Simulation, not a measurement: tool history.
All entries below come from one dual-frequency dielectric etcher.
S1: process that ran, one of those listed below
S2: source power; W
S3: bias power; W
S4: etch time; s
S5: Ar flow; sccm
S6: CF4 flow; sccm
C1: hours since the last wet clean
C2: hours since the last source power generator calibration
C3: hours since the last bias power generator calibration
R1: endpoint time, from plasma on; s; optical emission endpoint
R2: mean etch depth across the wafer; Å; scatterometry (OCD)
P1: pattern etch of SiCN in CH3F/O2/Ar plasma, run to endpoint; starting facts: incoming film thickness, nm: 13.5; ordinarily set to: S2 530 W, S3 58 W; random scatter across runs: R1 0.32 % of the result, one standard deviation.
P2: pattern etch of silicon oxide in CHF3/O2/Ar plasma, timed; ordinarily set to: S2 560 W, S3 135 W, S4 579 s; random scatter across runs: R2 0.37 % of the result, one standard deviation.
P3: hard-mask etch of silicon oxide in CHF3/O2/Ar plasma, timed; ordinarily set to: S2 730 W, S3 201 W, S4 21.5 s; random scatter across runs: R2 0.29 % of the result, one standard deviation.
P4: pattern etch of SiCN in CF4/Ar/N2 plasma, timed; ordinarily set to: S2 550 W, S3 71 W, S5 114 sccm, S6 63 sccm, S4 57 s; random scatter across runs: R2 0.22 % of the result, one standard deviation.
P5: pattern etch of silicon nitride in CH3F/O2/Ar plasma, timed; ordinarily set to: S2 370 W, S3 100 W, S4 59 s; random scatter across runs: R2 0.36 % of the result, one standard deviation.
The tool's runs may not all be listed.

run   hour  S1   S2   S3     S4   S5  S6     C1      C2      C3      R1      R2
  1    7.2  P1  530   58                  301.6  1361.6  1834.9   34.08
  2   20.1  P5  370  100     59           314.5  1374.5  1847.8          462.82
  3   31.1  P2  430  135    579           325.5  1385.5  1858.8          9041.8
  4   40.5  P2  560  135    579           334.9  1394.9  1868.2          9952.5
  5   51.5  P4  550   71     57  114  75  345.9  1405.9  1879.2          570.83
  6     64  P4  720   71     57  114  63  358.4  1418.4  1891.7          703.89
  7   74.7  P4  550   71     57  114  63  369.1  1429.1  1902.4          552.92
  8   84.6  P1  530   58                    379    1439  1912.3  34.079
  9   98.2  P1  530   45                  392.6  1452.6  1925.9  36.897
 10  108.9  P1  360   58                  403.3  1463.3  1936.6  39.579
 11    119  P5  220  100     59           413.4  1473.4  1946.7          382.26
 12  129.9  P3  730  201     31           424.3  1484.3  1957.6          674.17
 13  138.6  P1  530   58                    433    1493  1966.3  34.102
 14  147.3  P2  560  135  318.5           441.7  1501.7    1975            5512
 15  158.7  P5  370  100   33.5           453.1  1513.1  1986.4          262.49
 16  165.3  P4  550   71     57   84  63  459.7  1519.7    1993          580.54
 17  174.5  P1  340   44                  468.9  1528.9  2002.2  44.265
 18    189  P1  530   58                  483.4  1543.4  2016.7  33.963
 19  203.3  P3  730  201   21.5           497.7  1557.7    2031          468.31
 20  217.9  P5  370  126     59           512.3  1572.3  2045.6          506.57
 21  229.6  P4  550   46     57  114  63    524    1584  2057.3          479.87
 22    237  P4  550   71     57  114  63  531.4  1591.4  2064.7          557.22
 23  246.4  P5  370  100     59           540.8  1600.8  2074.1          463.65
     250.6  -- source power generator calibrated
 24  260.9  P3  730  255   21.5           555.3    10.4  2088.6          505.44
 25  268.6  P2  560  104    579             563    18.1  2096.3            9262
 26  280.6  P3  730  201   21.5             575    30.1  2108.3          468.95
 27  294.1  P2  560  135    579           588.5    43.6  2121.8           10061
 28  309.2  P1  680   58                  603.6    58.7  2136.9  31.147
 29  317.2  P3  960  201   21.5           611.6    66.7  2144.9          522.53
 30  326.4  P4  550   71   32.5  114  63  620.8    75.9  2154.1          316.16
 31    341  P1  530   76                  635.4    90.5  2168.7  31.215
 32  350.8  P1  530   58                  645.2   100.3  2178.5  34.261
 33  361.3  P1  530   58                  655.7   110.8    2189  34.004
 34  376.5  P1  530   58                  670.9     126  2204.2  33.849
 35  391.1  P1  530   58                  685.5   140.6  2218.8  33.605
 36  403.8  P1  530   58                  698.2   153.3  2231.5  33.532
 37  414.4  P1  530   58                  708.8   163.9  2242.1  33.467
       418  -- wet clean of the chamber
 38  421.3  P1  530   58                    3.4   170.8    2249  33.774
 39  435.5  P1  530   58                   17.6     185  2263.2  33.466
 40  449.4  P1  530   58                   31.5   198.9  2277.1  33.554
 41  462.3  P1  530   58                   44.4   211.8    2290  33.612
 42  470.5  P1  530   58                   52.6     220  2298.2  33.587

The log shows P1 creeping away from where it was. Any of the 2 causes listed here, at the size stated for it, fits the log just as well as the others:
A: source power that arrives over what is set, % = 4.26
B: bias power that arrives over what is set, % = 4.98
At approximately hour 361.3, the process output began to creep.
Excluded causes, each with its reason:
chamber walls in a state that raises the etch rate, %: serviced at hour 418, after the change had begun; the process did not return to its earlier output

Below are 4 check runs, each on a single wafer, with their results shown as question marks. Which of them would tell the listed causes apart, meaning the causes would give clearly different results under it?
check 1  478.7  P3  910  201   21.5                            ?
check 2  478.7  P2  440  135  347.5                            ?
check 3  478.7  P4  550   53   41.5  114  63                   ?
check 4  478.7  P5  230  100     47                            ?

How each check would come out, cause by cause:
  check  result    if A    if B
check 1      R2  517.62  517.78
check 2      R2  5585.4  5583.6
check 3      R2  379.99  372.23
check 4      R2  313.66  314.65
Distance between the nearest two causes, measured in the result of the check that separates them most: check 1 0.03 %; check 2 0.03 %; check 3 2.06 %; check 4 0.31 %
Only in check 3 would the causes give clearly different results; in the remaining checks their results would be nearly the same.

With check 3 done, the readings were: R2 372.94 Å. Identify which of the listed causes applies.

It is B: bias power that arrives over what is set, %.
